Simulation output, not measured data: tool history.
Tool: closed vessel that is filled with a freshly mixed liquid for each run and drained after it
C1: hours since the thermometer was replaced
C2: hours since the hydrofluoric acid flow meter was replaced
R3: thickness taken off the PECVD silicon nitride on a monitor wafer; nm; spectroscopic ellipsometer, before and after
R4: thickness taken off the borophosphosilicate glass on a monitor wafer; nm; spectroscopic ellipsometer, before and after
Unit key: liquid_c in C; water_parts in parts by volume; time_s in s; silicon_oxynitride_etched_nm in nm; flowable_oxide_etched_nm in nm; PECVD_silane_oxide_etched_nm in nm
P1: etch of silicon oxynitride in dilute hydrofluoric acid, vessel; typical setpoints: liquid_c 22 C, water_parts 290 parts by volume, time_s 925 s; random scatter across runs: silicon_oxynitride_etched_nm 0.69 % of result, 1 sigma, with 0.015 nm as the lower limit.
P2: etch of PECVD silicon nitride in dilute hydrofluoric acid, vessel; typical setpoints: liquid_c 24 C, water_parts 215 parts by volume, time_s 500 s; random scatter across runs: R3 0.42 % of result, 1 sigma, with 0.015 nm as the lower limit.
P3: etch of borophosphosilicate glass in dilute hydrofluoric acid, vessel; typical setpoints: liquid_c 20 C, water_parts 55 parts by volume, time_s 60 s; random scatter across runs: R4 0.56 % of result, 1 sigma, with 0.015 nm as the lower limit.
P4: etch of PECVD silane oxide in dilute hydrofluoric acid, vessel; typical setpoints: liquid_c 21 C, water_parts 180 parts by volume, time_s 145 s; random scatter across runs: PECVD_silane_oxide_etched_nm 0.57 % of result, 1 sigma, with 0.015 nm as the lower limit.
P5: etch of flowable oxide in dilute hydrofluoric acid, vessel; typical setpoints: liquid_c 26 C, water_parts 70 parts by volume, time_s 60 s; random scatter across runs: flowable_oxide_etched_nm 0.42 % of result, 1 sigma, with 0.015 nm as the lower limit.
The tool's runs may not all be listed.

run 1 day=0.504 | process=P1 liquid_c=22 water_parts=290 time_s=925 | C1=1333.5 C2=1034.9 | silicon_oxynitride_etched_nm=4.1498
run 2 day=1.079 | process=P1 liquid_c=22 water_parts=290 time_s=925 | C1=1347.3 C2=1048.7 | silicon_oxynitride_etched_nm=4.1963
run 3 day=1.546 | process=P5 liquid_c=20.5 water_parts=70 time_s=60 | C1=1358.5 C2=1059.9 | flowable_oxide_etched_nm=16.947
run 4 day=1.946 | process=P2 liquid_c=24 water_parts=215 time_s=500 | C1=1368.1 C2=1069.5 | R3=12.895
run 5 day=2.221 | process=P5 liquid_c=26 water_parts=70 time_s=60 | C1=1374.7 C2=1076.1 | flowable_oxide_etched_nm=21.098
run 6 day=2.475 | process=P1 liquid_c=22 water_parts=525 time_s=925 | C1=1380.8 C2=1082.2 | silicon_oxynitride_etched_nm=2.0083
run 7 day=2.962 | process=P1 liquid_c=22 water_parts=290 time_s=80 | C1=1392.5 C2=1093.9 | silicon_oxynitride_etched_nm=0.33464
-- day=3.221 thermometer replaced
run 8 day=3.358 | process=P1 liquid_c=22 water_parts=290 time_s=925 | C1=3.3 C2=1103.4 | silicon_oxynitride_etched_nm=4.2005
run 9 day=3.804 | process=P3 liquid_c=28 water_parts=55 time_s=60 | C1=14 C2=1114.1 | R4=61.234
run 10 day=4.279 | process=P3 liquid_c=20 water_parts=55 time_s=30 | C1=25.4 C2=1125.5 | R4=21.905
run 11 day=4.629 | process=P1 liquid_c=22 water_parts=290 time_s=1590 | C1=33.8 C2=1133.9 | silicon_oxynitride_etched_nm=7.1976
run 12 day=5.15 | process=P3 liquid_c=20 water_parts=25 time_s=60 | C1=46.3 C2=1146.4 | R4=100.05
run 13 day=5.483 | process=P3 liquid_c=20 water_parts=55 time_s=60 | C1=54.3 C2=1154.4 | R4=43.831
run 14 day=5.808 | process=P1 liquid_c=22 water_parts=190 time_s=1770 | C1=62.1 C2=1162.2 | silicon_oxynitride_etched_nm=12.983
run 15 day=6.158 | process=P5 liquid_c=26 water_parts=40 time_s=60 | C1=70.5 C2=1170.6 | flowable_oxide_etched_nm=38.834
run 16 day=6.65 | process=P5 liquid_c=26 water_parts=70 time_s=95 | C1=82.3 C2=1182.4 | flowable_oxide_etched_nm=33.931
run 17 day=7 | process=P1 liquid_c=30 water_parts=290 time_s=925 | C1=90.7 C2=1190.8 | silicon_oxynitride_etched_nm=5.8329
run 18 day=7.267 | process=P4 liquid_c=21 water_parts=180 time_s=145 | C1=97.1 C2=1197.2 | PECVD_silane_oxide_etched_nm=26.109
run 19 day=7.604 | process=P1 liquid_c=17.5 water_parts=290 time_s=925 | C1=105.2 C2=1205.3 | silicon_oxynitride_etched_nm=3.3674
run 20 day=8.154 | process=P4 liquid_c=21 water_parts=95 time_s=145 | C1=118.4 C2=1218.5 | PECVD_silane_oxide_etched_nm=54.587
run 21 day=8.546 | process=P2 liquid_c=24 water_parts=215 time_s=915 | C1=127.8 C2=1227.9 | R3=23.194
run 22 day=9.062 | process=P5 liquid_c=26 water_parts=70 time_s=60 | C1=140.2 C2=1240.3 | flowable_oxide_etched_nm=21.221
run 23 day=9.638 | process=P2 liquid_c=24 water_parts=80 time_s=500 | C1=154 C2=1254.1 | R3=33.85
run 24 day=10.179 | process=P1 liquid_c=22 water_parts=290 time_s=925 | C1=167 C2=1267.1 | silicon_oxynitride_etched_nm=4.1409
run 25 day=10.562 | process=P1 liquid_c=22 water_parts=290 time_s=925 | C1=176.2 C2=1276.3 | silicon_oxynitride_etched_nm=4.0691
run 26 day=11.054 | process=P3 liquid_c=20 water_parts=55 time_s=60 | C1=188 C2=1288.1 | R4=43.576
run 27 day=11.554 | process=P4 liquid_c=21 water_parts=180 time_s=45 | C1=200 C2=1300.1 | PECVD_silane_oxide_etched_nm=8.1632
run 28 day=12.129 | process=P2 liquid_c=30.5 water_parts=215 time_s=500 | C1=213.8 C2=1313.9 | R3=19.083
run 29 day=12.554 | process=P4 liquid_c=24.5 water_parts=180 time_s=145 | C1=224 C2=1324.1 | PECVD_silane_oxide_etched_nm=29.715
run 30 day=12.996 | process=P1 liquid_c=26 water_parts=520 time_s=925 | C1=234.6 C2=1334.7 | silicon_oxynitride_etched_nm=2.3759
run 31 day=13.392 | process=P1 liquid_c=22 water_parts=135 time_s=925 | C1=244.1 C2=1344.2 | silicon_oxynitride_etched_nm=9.9434
run 32 day=13.946 | process=P1 liquid_c=30 water_parts=290 time_s=1350 | C1=257.4 C2=1357.5 | silicon_oxynitride_etched_nm=8.4372
run 33 day=14.392 | process=P4 liquid_c=21 water_parts=180 time_s=145 | C1=268.1 C2=1368.2 | PECVD_silane_oxide_etched_nm=26.041
run 34 day=14.792 | process=P1 liquid_c=22 water_parts=290 time_s=925 | C1=277.7 C2=1377.8 | silicon_oxynitride_etched_nm=4.1966
run 35 day=15.279 | process=P1 liquid_c=22 water_parts=290 time_s=925 | C1=289.4 C2=1389.5 | silicon_oxynitride_etched_nm=4.2878
run 36 day=15.729 | process=P1 liquid_c=22 water_parts=290 time_s=925 | C1=300.2 C2=1400.3 | silicon_oxynitride_etched_nm=4.4503
run 37 day=15.992 | process=P1 liquid_c=22 water_parts=290 time_s=925 | C1=306.5 C2=1406.6 | silicon_oxynitride_etched_nm=4.4397
run 38 day=16.454 | process=P1 liquid_c=22 water_parts=290 time_s=925 | C1=317.6 C2=1417.7 | silicon_oxynitride_etched_nm=4.4344
run 39 day=16.871 | process=P1 liquid_c=22 water_parts=290 time_s=925 | C1=327.6 C2=1427.7 | silicon_oxynitride_etched_nm=4.4786
run 40 day=17.188 | process=P1 liquid_c=22 water_parts=290 time_s=925 | C1=335.2 C2=1435.3 | silicon_oxynitride_etched_nm=4.5568
run 41 day=17.517 | process=P1 liquid_c=22 water_parts=290 time_s=925 | C1=343.1 C2=1443.2 | silicon_oxynitride_etched_nm=4.5181
run 42 day=17.792 | process=P1 liquid_c=22 water_parts=290 time_s=925 | C1=349.7 C2=1449.8 | silicon_oxynitride_etched_nm=4.5481
run 43 day=18.108 | process=P1 liquid_c=22 water_parts=290 time_s=925 | C1=357.3 C2=1457.4 | silicon_oxynitride_etched_nm=4.5795
run 44 day=18.629 | process=P1 liquid_c=22 water_parts=290 time_s=925 | C1=369.8 C2=1469.9 | silicon_oxynitride_etched_nm=4.5489
run 45 day=19.1 | process=P1 liquid_c=22 water_parts=290 time_s=925 | C1=381.1 C2=1481.2 | silicon_oxynitride_etched_nm=4.6034

Something has made what P1 gives creep away from where it was; the 2 causes below, each at its own stated size, fit the log equally well:
A: liquid hotter than its thermometer reads (K) = 2.15
B: hydrofluoric acid flow above the setpoint (%) = 8.11
At approximately day 14.792, the process output began to creep.

Listed below are the offered check runs, one wafer per run, with question marks in place of results. For which of them would the causes give clearly different outcomes?
run check 1 day=19.571 | process=P5 liquid_c=26 water_parts=70 time_s=60 | flowable_oxide_etched_nm=?
run check 2 day=19.571 | process=P2 liquid_c=24 water_parts=215 time_s=500 | R3=?
run check 3 day=19.571 | process=P3 liquid_c=20 water_parts=55 time_s=60 | R4=?
run check 4 day=19.571 | process=P4 liquid_c=21 water_parts=180 time_s=145 | PECVD_silane_oxide_etched_nm=?

Outcome of each check run for each possible cause:
check=check_1 result=flowable_oxide_etched_nm if_A=23.087 if_B=23.092
check=check_2 result=R3 if_A=14.618 if_B=13.813
check=check_3 result=R4 if_A=47.83 if_B=47.486
check=check_4 result=PECVD_silane_oxide_etched_nm if_A=28.181 if_B=28.457
Separation of the two closest causes in each check, using whichever result separates them best: check 1 0.02 %; check 2 5.66 %; check 3 0.72 %; check 4 0.97 %
The causes can be told apart only by check 2. The other checks would give nearly the same results under each of them.

Check 2 was then run and gave: R3 14.718 nm. Which cause is it?

The correct cause is A, namely: liquid hotter than its thermometer reads (K).
